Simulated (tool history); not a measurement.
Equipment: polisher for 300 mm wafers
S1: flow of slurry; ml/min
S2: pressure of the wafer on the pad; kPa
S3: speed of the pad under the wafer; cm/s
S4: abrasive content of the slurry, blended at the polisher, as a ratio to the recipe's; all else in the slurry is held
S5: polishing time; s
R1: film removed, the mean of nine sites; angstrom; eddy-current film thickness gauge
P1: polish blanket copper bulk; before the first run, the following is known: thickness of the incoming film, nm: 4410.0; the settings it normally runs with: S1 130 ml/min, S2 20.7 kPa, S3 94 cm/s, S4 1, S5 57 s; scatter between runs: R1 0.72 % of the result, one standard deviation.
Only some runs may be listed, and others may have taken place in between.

{"run": 1, "day": 0.125, "S1": 130, "S2": 20.7, "S3": 94, "S4": 1, "S5": 57, "R1": 5663.1}
{"run": 2, "day": 0.292, "S1": 130, "S2": 20.7, "S3": 94, "S4": 1, "S5": 57, "R1": 5692.4}
{"run": 3, "day": 0.467, "S1": 130, "S2": 20.7, "S3": 94, "S4": 1, "S5": 26, "R1": 2593.2}
{"run": 4, "day": 0.583, "S1": 130, "S2": 20.7, "S3": 94, "S4": 1, "S5": 57, "R1": 5755.4}
{"run": 5, "day": 0.746, "S1": 180, "S2": 20.7, "S3": 94, "S4": 1, "S5": 31, "R1": 3303.2}
{"run": 6, "day": 0.888, "S1": 130, "S2": 20.7, "S3": 94, "S4": 1, "S5": 88, "R1": 8891.6}
{"run": 7, "day": 1.021, "S1": 130, "S2": 20.7, "S3": 136, "S4": 1, "S5": 57, "R1": 8167.2}
{"run": 8, "day": 1.15, "S1": 130, "S2": 9.7, "S3": 94, "S4": 1, "S5": 57, "R1": 2633.1}
{"run": 9, "day": 1.267, "S1": 80, "S2": 20.7, "S3": 94, "S4": 1, "S5": 57, "R1": 4995.9}
{"run": 10, "day": 1.458, "S1": 130, "S2": 31, "S3": 94, "S4": 1, "S5": 57, "R1": 8407.4}
{"run": 11, "day": 1.571, "S1": 130, "S2": 20.7, "S3": 42, "S4": 1, "S5": 57, "R1": 2541}
{"run": 12, "day": 1.775, "S1": 130, "S2": 20.7, "S3": 94, "S4": 0.55, "S5": 57, "R1": 5018}
{"run": 13, "day": 1.904, "S1": 130, "S2": 20.7, "S3": 94, "S4": 1.5, "S5": 57, "R1": 6182.4}
{"run": 14, "day": 2.096, "S1": 170, "S2": 20.7, "S3": 94, "S4": 1, "S5": 57, "R1": 5979.6}
{"run": 15, "day": 2.283, "S1": 130, "S2": 20.7, "S3": 94, "S4": 1, "S5": 57, "R1": 5733.2}
{"run": 16, "day": 2.392, "S1": 130, "S2": 20.7, "S3": 94, "S4": 1, "S5": 57, "R1": 5660.3}
{"run": 17, "day": 2.583, "S1": 130, "S2": 20.7, "S3": 94, "S4": 1, "S5": 57, "R1": 5650.4}
{"run": 18, "day": 2.738, "S1": 130, "S2": 20.7, "S3": 94, "S4": 1, "S5": 57, "R1": 5455}
{"run": 19, "day": 2.9, "S1": 130, "S2": 20.7, "S3": 94, "S4": 1, "S5": 57, "R1": 5404.6}
{"run": 20, "day": 3.092, "S1": 130, "S2": 20.7, "S3": 94, "S4": 1, "S5": 57, "R1": 5299.7}
{"day": 3.188, "done": "slurry blender recalibrated"}
{"run": 21, "day": 3.296, "S1": 130, "S2": 20.7, "S3": 94, "S4": 1, "S5": 57, "R1": 5305.3}
{"day": 3.429, "done": "worn pad replaced by a new one"}
{"run": 22, "day": 3.429, "S1": 130, "S2": 20.7, "S3": 94, "S4": 1, "S5": 57, "R1": 5308.8}
{"run": 23, "day": 3.633, "S1": 130, "S2": 20.7, "S3": 94, "S4": 1, "S5": 57, "R1": 5210.7}
{"run": 24, "day": 3.771, "S1": 130, "S2": 20.7, "S3": 94, "S4": 1, "S5": 57, "R1": 5254.5}

P1 no longer gives what it gave before; its output has crept away from where it was. The following 2 causes, each at its listed size, fit the log equally well:
A: slurry flow missing at the pad, % = 28.5
B: head's pressure below its setpoint, % = 7.5
The process output started creeping at around day 2.583.
Why every other cause is out:
removal rate lost through wear of the pad, %: its service at day 3.429 followed the start of the drift and did not put the process back to its old value
abrasive missing from the slurry, %: its service at day 3.188 followed the start of the drift and did not put the process back to its old value

The list below offers 4 check runs, each averaging the results of 2 wafers, and shows each result as a question mark. For which of them would the listed causes give clearly different results?
{"run": "check 1", "day": 3.908, "S1": 130, "S2": 20.7, "S3": 94, "S4": 0.7, "S5": 57, "R1": "?"}
{"run": "check 2", "day": 3.908, "S1": 130, "S2": 31, "S3": 94, "S4": 1.3, "S5": 57, "R1": "?"}
{"run": "check 3", "day": 3.908, "S1": 130, "S2": 20.7, "S3": 94, "S4": 1.5, "S5": 39, "R1": "?"}
{"run": "check 4", "day": 3.908, "S1": 80, "S2": 20.7, "S3": 94, "S4": 1, "S5": 31, "R1": "?"}

Check results expected under each cause:
check=check_1 result=R1 if_A=4874 if_B=4874.6
check=check_2 result=R1 if_A=8341.6 if_B=8342.7
check=check_3 result=R1 if_A=3928.1 if_B=3928.6
check=check_4 result=R1 if_A=2430.4 if_B=2530.9
Distance between the nearest two causes, measured in the result of the check that separates them most: check 1 0.01 %; check 2 0.01 %; check 3 0.01 %; check 4 4.05 %
The other checks would show nearly matching results whichever cause is true, so check 4 is the only one that separates the causes.

Check 4 has now been run. It gave: R1 2528.6 angstrom. Which of the candidate causes is it?

It was cause B: head's pressure below its setpoint, %.
